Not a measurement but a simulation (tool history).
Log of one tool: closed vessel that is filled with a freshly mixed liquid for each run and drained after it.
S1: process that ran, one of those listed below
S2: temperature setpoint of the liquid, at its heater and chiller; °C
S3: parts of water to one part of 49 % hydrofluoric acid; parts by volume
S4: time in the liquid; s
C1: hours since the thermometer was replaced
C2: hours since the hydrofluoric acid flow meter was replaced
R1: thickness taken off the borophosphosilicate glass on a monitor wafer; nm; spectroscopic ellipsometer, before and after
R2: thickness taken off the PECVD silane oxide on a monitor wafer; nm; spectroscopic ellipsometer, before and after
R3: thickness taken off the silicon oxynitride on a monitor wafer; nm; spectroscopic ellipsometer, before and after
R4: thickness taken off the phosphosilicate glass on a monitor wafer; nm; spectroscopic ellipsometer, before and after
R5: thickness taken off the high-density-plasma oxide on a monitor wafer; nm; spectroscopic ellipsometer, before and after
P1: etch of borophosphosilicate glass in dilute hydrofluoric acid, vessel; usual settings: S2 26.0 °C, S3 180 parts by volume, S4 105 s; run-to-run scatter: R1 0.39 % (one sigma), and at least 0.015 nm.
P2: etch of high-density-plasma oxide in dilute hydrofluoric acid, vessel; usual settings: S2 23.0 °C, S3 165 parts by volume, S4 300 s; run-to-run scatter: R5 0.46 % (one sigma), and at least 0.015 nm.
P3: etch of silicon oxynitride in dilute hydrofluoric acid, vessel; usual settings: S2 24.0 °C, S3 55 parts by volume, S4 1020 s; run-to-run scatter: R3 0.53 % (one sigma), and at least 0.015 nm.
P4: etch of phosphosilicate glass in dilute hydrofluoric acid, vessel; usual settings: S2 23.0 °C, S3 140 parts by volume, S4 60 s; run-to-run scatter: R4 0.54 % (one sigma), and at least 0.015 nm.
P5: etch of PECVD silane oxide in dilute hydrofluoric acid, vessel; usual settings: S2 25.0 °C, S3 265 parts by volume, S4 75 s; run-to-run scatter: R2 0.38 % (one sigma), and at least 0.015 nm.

{"run": 1, "hour": 5.9, "S1": "P1", "S2": 26.0, "S3": 180, "S4": 105, "C1": 465.5, "C2": 389.1, "R1": 27.783}
{"run": 2, "hour": 16.0, "S1": "P5", "S2": 25.0, "S3": 265, "S4": 150, "C1": 475.6, "C2": 399.2, "R2": 13.469}
{"run": 3, "hour": 28.3, "S1": "P1", "S2": 21.0, "S3": 180, "S4": 105, "C1": 487.9, "C2": 411.5, "R1": 22.921}
{"run": 4, "hour": 36.0, "S1": "P3", "S2": 24.0, "S3": 55, "S4": 1580, "C1": 495.6, "C2": 419.2, "R3": 53.372}
{"run": 5, "hour": 43.2, "S1": "P1", "S2": 26.0, "S3": 65, "S4": 35, "C1": 502.8, "C2": 426.4, "R1": 29.465}
{"run": 6, "hour": 53.0, "S1": "P5", "S2": 25.0, "S3": 265, "S4": 75, "C1": 512.6, "C2": 436.2, "R2": 6.7016}
{"run": 7, "hour": 65.2, "S1": "P3", "S2": 24.0, "S3": 55, "S4": 1020, "C1": 524.8, "C2": 448.4, "R3": 34.423}
{"run": 8, "hour": 75.8, "S1": "P1", "S2": 26.0, "S3": 260, "S4": 65, "C1": 535.4, "C2": 459.0, "R1": 10.809}
{"run": 9, "hour": 82.7, "S1": "P3", "S2": 32.0, "S3": 55, "S4": 1020, "C1": 542.3, "C2": 465.9, "R3": 50.241}
{"run": 10, "hour": 94.5, "S1": "P4", "S2": 23.0, "S3": 50, "S4": 60, "C1": 554.1, "C2": 477.7, "R4": 178.68}
{"run": 11, "hour": 100.8, "S1": "P2", "S2": 23.0, "S3": 245, "S4": 300, "C1": 560.4, "C2": 484.0, "R5": 9.1808}
{"run": 12, "hour": 110.7, "S1": "P2", "S2": 23.0, "S3": 165, "S4": 520, "C1": 570.3, "C2": 493.9, "R5": 26.045}
{"run": 13, "hour": 119.5, "S1": "P4", "S2": 23.0, "S3": 140, "S4": 60, "C1": 579.1, "C2": 502.7, "R4": 57.247}
{"run": 14, "hour": 130.4, "S1": "P1", "S2": 26.0, "S3": 180, "S4": 105, "C1": 590.0, "C2": 513.6, "R1": 27.678}
{"run": 15, "hour": 140.1, "S1": "P1", "S2": 26.0, "S3": 300, "S4": 105, "C1": 599.7, "C2": 523.3, "R1": 14.614}
{"run": 16, "hour": 148.6, "S1": "P5", "S2": 18.5, "S3": 265, "S4": 75, "C1": 608.2, "C2": 531.8, "R2": 5.3059}
{"run": 17, "hour": 157.0, "S1": "P1", "S2": 26.0, "S3": 180, "S4": 45, "C1": 616.6, "C2": 540.2, "R1": 11.871}
{"run": 18, "hour": 170.3, "S1": "P1", "S2": 26.0, "S3": 180, "S4": 105, "C1": 629.9, "C2": 553.5, "R1": 27.588}
{"run": 19, "hour": 178.1, "S1": "P2", "S2": 23.0, "S3": 165, "S4": 300, "C1": 637.7, "C2": 561.3, "R5": 14.973}
{"run": 20, "hour": 185.7, "S1": "P1", "S2": 33.5, "S3": 180, "S4": 105, "C1": 645.3, "C2": 568.9, "R1": 35.959}
{"run": 21, "hour": 193.0, "S1": "P2", "S2": 30.0, "S3": 165, "S4": 300, "C1": 652.6, "C2": 576.2, "R5": 19.499}
{"run": 22, "hour": 203.1, "S1": "P3", "S2": 24.0, "S3": 20, "S4": 1020, "C1": 662.7, "C2": 586.3, "R3": 96.379}
{"run": 23, "hour": 212.8, "S1": "P5", "S2": 25.0, "S3": 415, "S4": 75, "C1": 672.4, "C2": 596.0, "R2": 3.7008}
{"run": 24, "hour": 226.0, "S1": "P4", "S2": 23.0, "S3": 140, "S4": 30, "C1": 685.6, "C2": 609.2, "R4": 28.87}
{"run": 25, "hour": 238.9, "S1": "P4", "S2": 18.5, "S3": 140, "S4": 60, "C1": 698.5, "C2": 622.1, "R4": 47.776}

Forecast run 26:
{"run": 26, "hour": 246.3, "S1": "P1", "S2": 26.0, "S3": 180, "S4": 105, "C1": 705.9, "C2": 629.5, "R1": "?"}

Run 26 gave R1 27.423 nm.

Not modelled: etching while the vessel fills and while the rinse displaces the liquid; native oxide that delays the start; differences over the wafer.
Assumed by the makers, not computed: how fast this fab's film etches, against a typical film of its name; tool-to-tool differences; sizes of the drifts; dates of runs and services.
